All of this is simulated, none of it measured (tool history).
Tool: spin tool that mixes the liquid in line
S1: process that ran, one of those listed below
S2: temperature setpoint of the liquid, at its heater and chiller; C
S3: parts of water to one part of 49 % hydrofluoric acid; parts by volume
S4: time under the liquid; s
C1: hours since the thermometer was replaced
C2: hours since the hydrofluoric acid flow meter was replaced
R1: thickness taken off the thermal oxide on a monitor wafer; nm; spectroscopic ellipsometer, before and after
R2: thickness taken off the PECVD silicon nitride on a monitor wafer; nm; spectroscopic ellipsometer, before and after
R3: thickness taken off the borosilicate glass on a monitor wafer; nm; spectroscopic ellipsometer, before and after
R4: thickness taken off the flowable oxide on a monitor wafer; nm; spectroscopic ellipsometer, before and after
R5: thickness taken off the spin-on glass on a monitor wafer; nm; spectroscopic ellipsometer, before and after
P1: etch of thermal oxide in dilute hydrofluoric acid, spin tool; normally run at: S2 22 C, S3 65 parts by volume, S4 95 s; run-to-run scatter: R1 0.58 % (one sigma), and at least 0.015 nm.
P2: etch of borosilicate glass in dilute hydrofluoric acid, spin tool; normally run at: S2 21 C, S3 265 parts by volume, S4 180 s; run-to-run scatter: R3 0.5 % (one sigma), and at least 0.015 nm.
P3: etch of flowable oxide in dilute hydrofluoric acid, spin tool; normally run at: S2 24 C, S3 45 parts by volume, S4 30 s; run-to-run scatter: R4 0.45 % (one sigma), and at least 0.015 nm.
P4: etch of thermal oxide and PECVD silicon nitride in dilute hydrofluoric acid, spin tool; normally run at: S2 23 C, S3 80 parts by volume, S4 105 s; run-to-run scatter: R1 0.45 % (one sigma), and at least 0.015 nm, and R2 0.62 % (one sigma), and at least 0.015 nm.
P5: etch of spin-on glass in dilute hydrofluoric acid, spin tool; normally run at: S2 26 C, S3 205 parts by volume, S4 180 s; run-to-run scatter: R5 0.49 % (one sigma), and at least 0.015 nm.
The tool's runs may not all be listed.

| run | hour | S1 | S2 | S3 | S4 | C1 | C2 | R1 | R2 | R3 | R4 | R5 |
|---|---|---|---|---|---|---|---|---|---|---|---|---|
| 1 | 9.8 | P1 | 22 | 65 | 95 | 186.8 | 394.1 | 6.4957 |  |  |  |  |
| 2 | 18.4 | P4 | 23 | 25 | 105 | 195.4 | 402.7 | 21.103 | 15.468 |  |  |  |
| 3 | 23.3 | P1 | 22 | 65 | 150 | 200.3 | 407.6 | 10.126 |  |  |  |  |
| 4 | 32.9 | P1 | 22 | 65 | 25 | 209.9 | 417.2 | 1.6644 |  |  |  |  |
| 5 | 41.5 | P2 | 21 | 265 | 180 | 218.5 | 425.8 |  |  | 20.122 |  |  |
| 6 | 46.7 | P4 | 17 | 80 | 105 | 223.7 | 431 | 4.7799 | 3.3035 |  |  |  |
| 7 | 52.4 | P2 | 26 | 265 | 180 | 229.4 | 436.7 |  |  | 24.108 |  |  |
| 8 | 58.1 | P4 | 23 | 80 | 105 | 235.1 | 442.4 | 6.1062 | 4.9824 |  |  |  |
| 9 | 62.8 | P1 | 22 | 25 | 95 | 239.8 | 447.1 | 17.493 |  |  |  |  |
| 10 | 71.8 | P3 | 24 | 45 | 45 | 248.8 | 456.1 |  |  |  | 32.511 |  |
| 11 | 78.8 | P5 | 18 | 205 | 180 | 255.8 | 463.1 |  |  |  |  | 19.063 |
| 12 | 88.2 | P2 | 21 | 75 | 180 | 265.2 | 472.5 |  |  | 86.102 |  |  |
| 13 | 96.4 | P1 | 22 | 65 | 95 | 273.4 | 480.7 | 6.4279 |  |  |  |  |
| 14 | 106.6 | P3 | 24 | 75 | 30 | 283.6 | 490.9 |  |  |  | 12.736 |  |
| 15 | 116 | P1 | 22 | 100 | 30 | 293 | 500.3 | 1.245 |  |  |  |  |
| 16 | 126 | P1 | 22 | 65 | 95 | 303 | 510.3 | 6.4073 |  |  |  |  |
| 17 | 130.7 | P2 | 21 | 265 | 180 | 307.7 | 515 |  |  | 20.024 |  |  |
| 18 | 138.3 | P1 | 27 | 110 | 95 | 315.3 | 522.6 | 4.4012 |  |  |  |  |
| 19 | 147.8 | P1 | 17 | 65 | 40 | 324.8 | 532.1 | 2.1885 |  |  |  |  |
| 20 | 154.7 | P1 | 29 | 65 | 95 | 331.7 | 539 | 8.491 |  |  |  |  |
| 21 | 164.9 | P5 | 26 | 205 | 180 | 341.9 | 549.2 |  |  |  |  | 25.364 |
| 22 | 170.9 | P1 | 22 | 90 | 95 | 347.9 | 555.2 | 4.4833 |  |  |  |  |
| 23 | 177.1 | P1 | 17 | 65 | 95 | 354.1 | 561.4 | 5.1801 |  |  |  |  |
| 24 | 184.6 | P1 | 22 | 65 | 95 | 361.6 | 568.9 | 6.3555 |  |  |  |  |
| 25 | 192 | P5 | 26 | 40 | 180 | 369 | 576.3 |  |  |  |  | 162.38 |
| 26 | 199.8 | P5 | 26 | 205 | 70 | 376.8 | 584.1 |  |  |  |  | 9.9482 |
| 27 | 209.5 | P3 | 30 | 45 | 30 | 386.5 | 593.8 |  |  |  | 27.593 |  |
| 28 | 219.2 | P4 | 23 | 80 | 105 | 396.2 | 603.5 | 6.1925 | 4.929 |  |  |  |
| 29 | 223.8 | P2 | 21 | 265 | 70 | 400.8 | 608.1 |  |  | 7.7903 |  |  |
| 30 | 231 | P1 | 22 | 65 | 95 | 408 | 615.3 | 6.4003 |  |  |  |  |
| 31 | 240.7 | P3 | 24 | 45 | 30 | 417.7 | 625 |  |  |  | 21.992 |  |
| 32 | 248.4 | P1 | 22 | 65 | 95 | 425.4 | 632.7 | 6.4279 |  |  |  |  |
| 33 | 254.8 | P4 | 23 | 80 | 200 | 431.8 | 639.1 | 11.729 | 9.4601 |  |  |  |
| 34 | 264.8 | P1 | 22 | 65 | 95 | 441.8 | 649.1 | 6.479 |  |  |  |  |
| 35 | 273.4 | P1 | 22 | 65 | 95 | 450.4 | 657.7 | 6.6446 |  |  |  |  |
| 36 | 280.3 | P1 | 22 | 65 | 95 | 457.3 | 664.6 | 6.7089 |  |  |  |  |
| 37 | 289.3 | P1 | 22 | 65 | 95 | 466.3 | 673.6 | 6.7712 |  |  |  |  |
| 38 | 295.3 | P1 | 22 | 65 | 95 | 472.3 | 679.6 | 6.7911 |  |  |  |  |
| 39 | 300 | P1 | 22 | 65 | 95 | 477 | 684.3 | 6.8576 |  |  |  |  |
| 40 | 307 | P1 | 22 | 65 | 95 | 484 | 691.3 | 6.8405 |  |  |  |  |
| 41 | 311.5 | P1 | 22 | 65 | 95 | 488.5 | 695.8 | 6.8353 |  |  |  |  |
| 42 | 317 | P1 | 22 | 65 | 95 | 494 | 701.3 | 6.86 |  |  |  |  |
| 43 | 325 | P1 | 22 | 65 | 95 | 502 | 709.3 | 6.7992 |  |  |  |  |

What P1 gives has crept away from where it was. These 2 causes fit the log equally well, each at the size given:
A: liquid hotter than its thermometer reads (K) = 1.66
B: hydrofluoric acid flow above the setpoint (%) = 6.5
The creep began at about hour 264.8.

4 check runs are offered, one wafer each, their results left as question marks. Which one tells the causes apart?
| check 1 | 333 | P4 | 23 | 80 | 175 |  |  | ? | ? |  |  |  |
| check 2 | 333 | P3 | 28 | 45 | 40 |  |  |  |  |  | ? |  |
| check 3 | 333 | P2 | 24.5 | 95 | 180 |  |  |  |  | ? |  |  |
| check 4 | 333 | P5 | 26 | 125 | 180 |  |  |  |  |  |  | ? |

What each check would give under each cause:
| check | result | if A | if B |
|---|---|---|---|
| check 1 | R1 | 10.957 | 10.98 |
| check 1 | R2 | 9.2376 | 8.7986 |
| check 2 | R4 | 36.706 | 36.745 |
| check 3 | R3 | 81.885 | 82.302 |
| check 4 | R5 | 49.111 | 49.588 |
How far apart the two closest causes lie, in the result that separates them most: check 1 4.87 %; check 2 0.11 %; check 3 0.51 %; check 4 0.97 %
Check 1 tells the causes apart: in the others they would give nearly the same result.

Then check 1 was run and gave: R1 11.012 nm; R2 9.1541 nm. Which cause is it?

It is A: liquid hotter than its thermometer reads (K).
